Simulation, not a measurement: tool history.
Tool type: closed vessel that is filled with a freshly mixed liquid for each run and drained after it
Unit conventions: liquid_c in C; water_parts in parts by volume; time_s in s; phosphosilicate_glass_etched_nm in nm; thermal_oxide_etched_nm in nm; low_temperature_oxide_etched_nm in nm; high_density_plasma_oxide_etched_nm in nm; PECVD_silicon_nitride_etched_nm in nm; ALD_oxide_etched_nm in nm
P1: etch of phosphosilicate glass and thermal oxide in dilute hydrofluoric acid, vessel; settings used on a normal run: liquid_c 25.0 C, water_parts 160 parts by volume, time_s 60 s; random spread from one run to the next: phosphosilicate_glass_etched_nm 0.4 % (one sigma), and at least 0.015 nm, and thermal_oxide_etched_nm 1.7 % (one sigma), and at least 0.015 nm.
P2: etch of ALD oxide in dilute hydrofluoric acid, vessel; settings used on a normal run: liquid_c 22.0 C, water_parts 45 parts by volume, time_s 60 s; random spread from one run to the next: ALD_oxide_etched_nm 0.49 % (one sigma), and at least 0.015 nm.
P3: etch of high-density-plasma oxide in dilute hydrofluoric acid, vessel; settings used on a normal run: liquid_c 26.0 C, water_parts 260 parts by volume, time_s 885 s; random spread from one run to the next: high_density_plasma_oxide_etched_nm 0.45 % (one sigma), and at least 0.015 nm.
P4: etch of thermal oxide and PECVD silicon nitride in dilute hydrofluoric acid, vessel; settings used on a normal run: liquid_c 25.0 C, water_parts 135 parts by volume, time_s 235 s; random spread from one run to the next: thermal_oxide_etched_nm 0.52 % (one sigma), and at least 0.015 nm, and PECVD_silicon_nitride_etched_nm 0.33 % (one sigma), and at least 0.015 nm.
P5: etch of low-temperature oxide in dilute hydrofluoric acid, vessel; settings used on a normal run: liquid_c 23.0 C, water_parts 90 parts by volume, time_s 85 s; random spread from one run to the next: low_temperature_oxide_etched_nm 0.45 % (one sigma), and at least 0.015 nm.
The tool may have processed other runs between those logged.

run,hour,process,liquid_c,water_parts,time_s,hours since the thermometer was replaced,hours since the hydrofluoric acid flow meter was replaced,phosphosilicate_glass_etched_nm,thermal_oxide_etched_nm,low_temperature_oxide_etched_nm,high_density_plasma_oxide_etched_nm,PECVD_silicon_nitride_etched_nm,ALD_oxide_etched_nm
1,3.8,P1,25.0,160,60,893.5,226.4,45.667,1.73280,,,,
2,10.5,P1,25.0,160,60,900.2,233.1,45.507,1.62040,,,,
3,18.3,P5,23.0,125,85,908.0,240.9,,,18.736,,,
4,25.5,P5,23.0,90,145,915.2,248.1,,,46.579,,,
5,31.7,P3,26.0,260,1465,921.4,254.3,,,,27.400,,
6,38.8,P4,25.0,190,235,928.5,261.4,,5.27980,,,5.4191,
7,45.1,P3,26.0,260,885,934.8,267.7,,,,16.705,,
8,48.6,P4,33.0,135,235,938.3,271.2,,10.56500,,,12.5910,
9,54.7,P4,25.0,135,235,944.4,277.3,,7.76340,,,7.6578,
10,61.7,P1,25.0,160,60,951.4,284.3,45.665,1.62530,,,,
11,66.9,P5,23.0,90,85,956.6,289.5,,,27.534,,,
12,73.5,P1,25.0,160,60,963.2,296.1,45.851,1.70610,,,,
13,78.2,P1,25.0,225,30,967.9,300.8,15.120,0.56400,,,,
14,85.5,P1,25.0,100,60,975.2,308.1,78.219,2.86520,,,,
15,92.0,P4,25.0,135,470,981.7,314.6,,15.69000,,,15.2570,
16,99.3,P3,26.0,85,885,989.0,321.9,,,,62.034,,
17,104.8,P1,25.0,160,60,994.5,327.4,45.764,1.64080,,,,
18,110.2,P5,17.0,90,85,999.9,332.8,,,21.294,,,
19,116.2,P1,25.0,160,105,1005.9,338.8,79.880,3.02860,,,,
# hour 122.5: thermometer replaced
20,122.6,P1,25.0,160,30,0.2,345.2,22.778,0.81528,,,,
21,127.6,P2,22.0,75,60,5.2,350.2,,,,,,8.1572
22,135.4,P1,25.0,225,60,13.0,358.0,30.478,1.11350,,,,
23,140.6,P3,26.0,260,885,18.2,363.2,,,,16.552,,
24,144.4,P3,33.5,260,885,22.0,367.0,,,,21.275,,
25,148.8,P2,17.0,45,60,26.4,371.4,,,,,,11.4130
26,156.4,P1,31.5,160,60,34.0,379.0,57.889,2.13480,,,,
27,163.2,P1,25.0,160,60,40.8,385.8,45.960,1.66540,,,,
28,169.4,P1,19.5,160,60,47.0,392.0,36.836,1.32100,,,,
29,174.9,P2,22.0,45,30,52.5,397.5,,,,,,7.0768
30,178.7,P2,22.0,45,60,56.3,401.3,,,,,,14.0820
31,184.5,P1,25.0,160,60,62.1,407.1,45.726,1.69410,,,,
32,191.3,P1,25.0,160,60,68.9,413.9,44.437,1.62470,,,,
33,197.8,P1,25.0,160,60,75.4,420.4,43.712,1.58140,,,,
34,202.2,P1,25.0,160,60,79.8,424.8,43.317,1.60530,,,,
35,207.0,P1,25.0,160,60,84.6,429.6,43.160,1.56000,,,,
36,213.8,P1,25.0,160,60,91.4,436.4,43.184,1.54290,,,,
37,218.2,P1,25.0,160,60,95.8,440.8,43.142,1.57740,,,,
38,223.9,P1,25.0,160,60,101.5,446.5,43.354,1.55420,,,,
39,228.0,P1,25.0,160,60,105.6,450.6,42.971,1.54280,,,,
40,232.8,P1,25.0,160,60,110.4,455.4,42.894,1.55800,,,,
41,237.6,P1,25.0,160,60,115.2,460.2,42.960,1.52690,,,,

The output of P1 has drifted from where it used to be. Each of the 2 causes below, taken at the size shown beside it, accounts for the log equally well:
A: liquid colder than its thermometer reads (K) = 1.76
B: hydrofluoric acid flow below the setpoint (%) = 5.45
The process output started creeping at around hour 184.5.

Consider the 4 single-wafer check runs listed below, results given as question marks: which one distinguishes between the causes by giving clearly different results for each?
check 1,242.4,P3,30.0,105,885,,,,,,?,,
check 2,242.4,P4,25.0,185,235,,,,?,,,?,
check 3,242.4,P5,23.0,90,120,,,,,?,,,
check 4,242.4,P2,22.0,75,60,,,,,,,,?

If the cause were each of the candidates in turn, the checks would give the following:
check,result,if A,if B
check 1,high_density_plasma_oxide_etched_nm,53.671,53.767
check 2,thermal_oxide_etched_nm,5.06410,5.05260
check 2,PECVD_silicon_nitride_etched_nm,5.0046,5.2935
check 3,low_temperature_oxide_etched_nm,35.965,36.292
check 4,ALD_oxide_etched_nm,7.5638,7.6516
Gap, in per cent, between the two causes that each check separates least, read from the result that separates them most: check 1 0.18 %; check 2 5.61 %; check 3 0.91 %; check 4 1.16 %
Of the check runs offered, only check 2 discriminates between the causes; the rest would read about the same regardless of which cause applies.

Check 2 was carried out, with these results: thermal_oxide_etched_nm 5.06150 nm; PECVD_silicon_nitride_etched_nm 4.9791 nm. Which of the listed causes is responsible?

The cause is A: liquid colder than its thermometer reads (K).

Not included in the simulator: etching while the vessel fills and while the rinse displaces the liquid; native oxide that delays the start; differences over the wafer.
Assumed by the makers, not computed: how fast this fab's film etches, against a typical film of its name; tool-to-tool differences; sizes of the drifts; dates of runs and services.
